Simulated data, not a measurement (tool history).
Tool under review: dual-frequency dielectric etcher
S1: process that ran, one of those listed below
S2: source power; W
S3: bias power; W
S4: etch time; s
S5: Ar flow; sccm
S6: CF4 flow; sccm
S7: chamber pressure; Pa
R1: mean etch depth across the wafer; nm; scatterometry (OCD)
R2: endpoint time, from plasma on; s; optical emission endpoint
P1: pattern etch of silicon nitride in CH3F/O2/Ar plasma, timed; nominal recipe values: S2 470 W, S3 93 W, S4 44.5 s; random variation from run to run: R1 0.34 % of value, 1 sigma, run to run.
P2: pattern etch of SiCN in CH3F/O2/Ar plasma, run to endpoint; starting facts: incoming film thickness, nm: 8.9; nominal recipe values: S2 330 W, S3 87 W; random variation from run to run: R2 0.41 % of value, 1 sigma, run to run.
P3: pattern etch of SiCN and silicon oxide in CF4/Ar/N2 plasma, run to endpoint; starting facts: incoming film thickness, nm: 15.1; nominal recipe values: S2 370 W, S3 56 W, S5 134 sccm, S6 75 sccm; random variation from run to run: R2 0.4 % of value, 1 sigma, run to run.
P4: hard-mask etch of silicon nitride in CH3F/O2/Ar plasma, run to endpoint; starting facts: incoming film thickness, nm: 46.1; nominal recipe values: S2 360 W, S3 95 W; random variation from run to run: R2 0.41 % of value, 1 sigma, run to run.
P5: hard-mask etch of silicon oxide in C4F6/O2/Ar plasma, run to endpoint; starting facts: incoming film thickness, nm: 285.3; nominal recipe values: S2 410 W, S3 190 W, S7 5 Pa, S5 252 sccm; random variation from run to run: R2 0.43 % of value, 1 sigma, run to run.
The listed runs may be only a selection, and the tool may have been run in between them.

| run | hour | S1 | S2 | S3 | S4 | S5 | S6 | S7 | R1 | R2 |
|---|---|---|---|---|---|---|---|---|---|---|
| 1 | 6.5 | P1 | 470 | 93 | 44.5 |  |  |  | 36.047 |  |
| 2 | 15.1 | P1 | 620 | 93 | 44.5 |  |  |  | 40.176 |  |
| 3 | 23.8 | P3 | 370 | 34 |  | 134 | 75 |  |  | 26.935 |
| 4 | 34 | P2 | 330 | 51 |  |  |  |  |  | 29.097 |
| 5 | 39 | P2 | 410 | 87 |  |  |  |  |  | 22.204 |
| 6 | 47.2 | P1 | 320 | 77 | 44.5 |  |  |  | 29.342 |  |
| 7 | 56.3 | P3 | 240 | 56 |  | 134 | 75 |  |  | 34.038 |
| 8 | 63.6 | P3 | 370 | 56 |  | 134 | 106 |  |  | 22.02 |
| 9 | 72.7 | P3 | 370 | 56 |  | 134 | 75 |  |  | 23.175 |
| 10 | 80.8 | P4 | 480 | 95 |  |  |  |  |  | 55.543 |
| 11 | 87.8 | P1 | 320 | 93 | 44.5 |  |  |  | 31.261 |  |
| 12 | 94 | P5 | 410 | 190 |  | 252 |  | 6.67 |  | 92.996 |
| 13 | 100.8 | P1 | 470 | 68 | 44.5 |  |  |  | 32.593 |  |
| 14 | 107.8 | P5 | 410 | 190 |  | 252 |  | 5 |  | 89.47 |
| 15 | 115.2 | P1 | 470 | 93 | 34.5 |  |  |  | 28.054 |  |
| 16 | 122.7 | P1 | 470 | 128 | 44.5 |  |  |  | 40.596 |  |
| 17 | 130.5 | P1 | 470 | 93 | 66 |  |  |  | 53.396 |  |
| 18 | 140.6 | P5 | 410 | 190 |  | 326 |  | 5 |  | 92.104 |
| 19 | 146.6 | P5 | 550 | 190 |  | 252 |  | 5 |  | 79.971 |
| 20 | 155.9 | P1 | 470 | 93 | 44.5 |  |  |  | 35.995 |  |
| 21 | 165.9 | P2 | 330 | 87 |  |  |  |  |  | 24.205 |
| 22 | 171.6 | P1 | 570 | 93 | 56 |  |  |  | 49.089 |  |
| 23 | 180.5 | P4 | 360 | 58 |  |  |  |  |  | 73.669 |
| 24 | 185.1 | P1 | 470 | 93 | 44.5 |  |  |  | 36.13 |  |
| 25 | 192.7 | P5 | 410 | 123 |  | 252 |  | 5 |  | 101.86 |
| 26 | 201 | P3 | 370 | 56 |  | 179 | 75 |  |  | 24.06 |
| 27 | 206.6 | P1 | 470 | 93 | 44.5 |  |  |  | 35.952 |  |
| 28 | 215.5 | P4 | 360 | 95 |  |  |  |  |  | 62.744 |
| 29 | 220.6 | P1 | 650 | 93 | 29.5 |  |  |  | 27.088 |  |
| 30 | 225.8 | P1 | 470 | 93 | 44.5 |  |  |  | 36.111 |  |
| 31 | 231 | P1 | 470 | 93 | 44.5 |  |  |  | 36.422 |  |
| 32 | 237.5 | P1 | 470 | 93 | 44.5 |  |  |  | 36.562 |  |
| 33 | 244.1 | P1 | 470 | 93 | 44.5 |  |  |  | 36.573 |  |
|  | 250.3 | wet clean of the chamber |
| 34 | 251.1 | P1 | 470 | 93 | 44.5 |  |  |  | 36.377 |  |
| 35 | 258.6 | P1 | 470 | 93 | 44.5 |  |  |  | 36.773 |  |
| 36 | 263.8 | P1 | 470 | 93 | 44.5 |  |  |  | 36.574 |  |
| 37 | 271.7 | P1 | 470 | 93 | 44.5 |  |  |  | 36.724 |  |
| 38 | 277.9 | P1 | 470 | 93 | 44.5 |  |  |  | 36.625 |  |
| 39 | 285.8 | P1 | 470 | 93 | 44.5 |  |  |  | 36.855 |  |

Compared with where it was, what P1 gives has crept away. Each cause listed below fits the log as well as the rest, at the size given for it:
A: bias power that arrives over what is set, % = 4.89
B: source power that arrives over what is set, % = 4.68
Onset of the creep was near hour 225.8.
Ruled out, with reasons:
chamber walls in a state that raises the etch rate, %: serviced at hour 250.3, after the change had begun; the process did not return to its earlier output

Each of the check runs listed below is run on 2 wafers and reports their average, with the results left as question marks. Pick the one under which the possible causes would lead to clearly different results.
| check 1 | 293.7 | P4 | 450 | 70 |  |  |  |  |  | ? |
| check 2 | 293.7 | P3 | 370 | 34 |  | 162 | 75 |  |  | ? |
| check 3 | 293.7 | P2 | 380 | 59 |  |  |  |  |  | ? |
| check 4 | 293.7 | P5 | 540 | 190 |  | 307 |  | 5 |  | ? |

Predicted outcomes, by check and by cause:
| check | result | if A | if B |
|---|---|---|---|
| check 1 | R2 | 62.947 | 62.869 |
| check 2 | R2 | 27.717 | 27.003 |
| check 3 | R2 | 25.935 | 25.906 |
| check 4 | R2 | 81.101 | 80.867 |
Separation of the two closest causes in each check, using whichever result separates them best: check 1 0.13 %; check 2 2.61 %; check 3 0.11 %; check 4 0.29 %
Of the check runs offered, only check 2 discriminates between the causes; the rest would read about the same regardless of which cause applies.

Check 2 was carried out, with these results: R2 27.09 s. Which of the listed causes is responsible?

B is the cause: source power that arrives over what is set, %.
